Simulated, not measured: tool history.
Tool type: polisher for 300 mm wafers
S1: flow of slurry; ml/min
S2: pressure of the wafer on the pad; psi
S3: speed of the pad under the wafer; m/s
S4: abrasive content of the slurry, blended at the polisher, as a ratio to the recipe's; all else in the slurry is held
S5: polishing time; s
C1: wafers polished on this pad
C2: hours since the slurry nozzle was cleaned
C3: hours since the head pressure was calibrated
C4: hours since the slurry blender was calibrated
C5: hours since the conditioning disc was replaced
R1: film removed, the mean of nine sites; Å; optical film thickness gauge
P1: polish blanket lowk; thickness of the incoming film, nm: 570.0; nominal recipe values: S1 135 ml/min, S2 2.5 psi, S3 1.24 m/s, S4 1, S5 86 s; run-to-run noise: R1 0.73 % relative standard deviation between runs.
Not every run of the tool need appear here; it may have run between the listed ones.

run	hour	S1	S2	S3	S4	S5	C1	C2	C3	C4	C5	R1
1	3.5	135	2.5	1.24	1	86	160	195.7	223.7	110	32	479.7
2	6.5	135	2.5	0.7	1	86	202	198.7	226.7	113	35	305.49
3	11.1	135	2.5	1.24	1	108	265	203.3	231.3	117.6	39.6	606.19
4	16.1	190	1.4	1.24	1	86	334	208.3	236.3	122.6	44.6	284.41
5	20	195	2.5	1.24	1	86	388	212.2	240.2	126.5	48.5	504.39
6	24	135	2.5	1.24	0.5	86	443	216.2	244.2	130.5	52.5	324.07
7	29.5	135	2.5	1.24	1	86	518	221.7	249.7	136	58	482.48
8	33.1	80	2.5	1.24	1	86	568	225.3	253.3	139.6	61.6	422.3
9	37.7	135	3.3	1.24	1	86	631	229.9	257.9	144.2	66.2	636.62
10	41.7	135	1.1	1.24	1	86	686	233.9	261.9	148.2	70.2	210.66
11	44.5	135	2.5	1.24	1	86	725	236.7	264.7	151	73	479.68
# hour 49.2: conditioning disc replaced and pad reconditioned
12	49.5	135	2.5	1.24	1	42	794	241.7	269.7	156	0.3	235.73
13	53.3	135	2.5	1.66	1	86	846	245.5	273.5	159.8	4.1	608.18
14	55.9	135	2.5	1.24	1	86	882	248.1	276.1	162.4	6.7	476.96
15	61.4	135	2.5	1.24	1.5	86	958	253.6	281.6	167.9	12.2	564
16	65.9	135	2.5	1.24	1	86	1020	258.1	286.1	172.4	16.7	477.1
17	69.9	135	2.5	1.24	1	86	1075	262.1	290.1	176.4	20.7	481.39
18	74.4	135	2.5	1.24	1	86	1137	266.6	294.6	180.9	25.2	473.57
19	79.9	135	2.5	1.24	1	86	1212	272.1	300.1	186.4	30.7	460.99
20	82.5	135	2.5	1.24	1	86	1248	274.7	302.7	189	33.3	451.29
21	86.6	135	2.5	1.24	1	86	1305	278.8	306.8	193.1	37.4	442.68
22	90.2	135	2.5	1.24	1	86	1354	282.4	310.4	196.7	41	442.8
# hour 91.3: slurry nozzle cleaned
# hour 91.5: conditioning disc replaced and pad reconditioned
23	94.8	135	2.5	1.24	1	86	1418	3.6	315	201.3	3.4	442.34
24	98	135	2.5	1.24	1	86	1462	6.8	318.2	204.5	6.6	439.78
25	100.8	135	2.5	1.24	1	86	1500	9.6	321	207.3	9.4	435.98
# hour 101.4: head pressure recalibrated
26	105.1	135	2.5	1.24	1	86	1559	13.9	3.7	211.6	13.7	440.16
27	107.7	135	2.5	1.24	1	86	1595	16.5	6.3	214.2	16.3	435.33
28	111.3	135	2.5	1.24	1	86	1645	20.1	9.9	217.8	19.9	429.45

What P1 gives has crept off from where it sat before. The 2 causes that follow fit the log equally well, each at the size noted:
A: abrasive missing from the slurry, % = 18.2
B: removal rate lost through wear of the pad, % = 9.18
The gradual shift began around hour 74.4.
Ruled out, with reasons:
slurry flow missing at the pad, %: work on it at hour 91.3, done after the drift set in, did not restore what the process gave before
head's pressure below its setpoint, %: work on it at hour 101.4, done after the drift set in, did not restore what the process gave before
time polished since the conditioner stopped cutting, s: work on it at hour 91.5, done after the drift set in, did not restore what the process gave before

The list below offers 4 check runs, each averaging the results of 3 wafers, and shows each result as a question mark. For which of them would the listed causes give clearly different results?
check 1	114.9	135	1.2	1.24	1	86						?
check 2	114.9	135	2.5	0.8	1	54						?
check 3	114.9	135	2.5	1.24	0.55	86						?
check 4	114.9	135	3.1	1.24	1	103						?

Expected result of each check under each candidate cause:
check	result	if A	if B
check 1	R1	208.86	208.87
check 2	R1	192.41	192.42
check 3	R1	307.96	317.18
check 4	R1	646.2	646.23
How far apart the two closest causes lie, in the result that separates them most: check 1 0 %; check 2 0 %; check 3 2.95 %; check 4 0 %
The causes can be told apart only by check 3. The other checks would give nearly the same results under each of them.

Here is what check 3 returned: R1 317.19 Å. Which cause is it?

It was cause B: removal rate lost through wear of the pad, %.
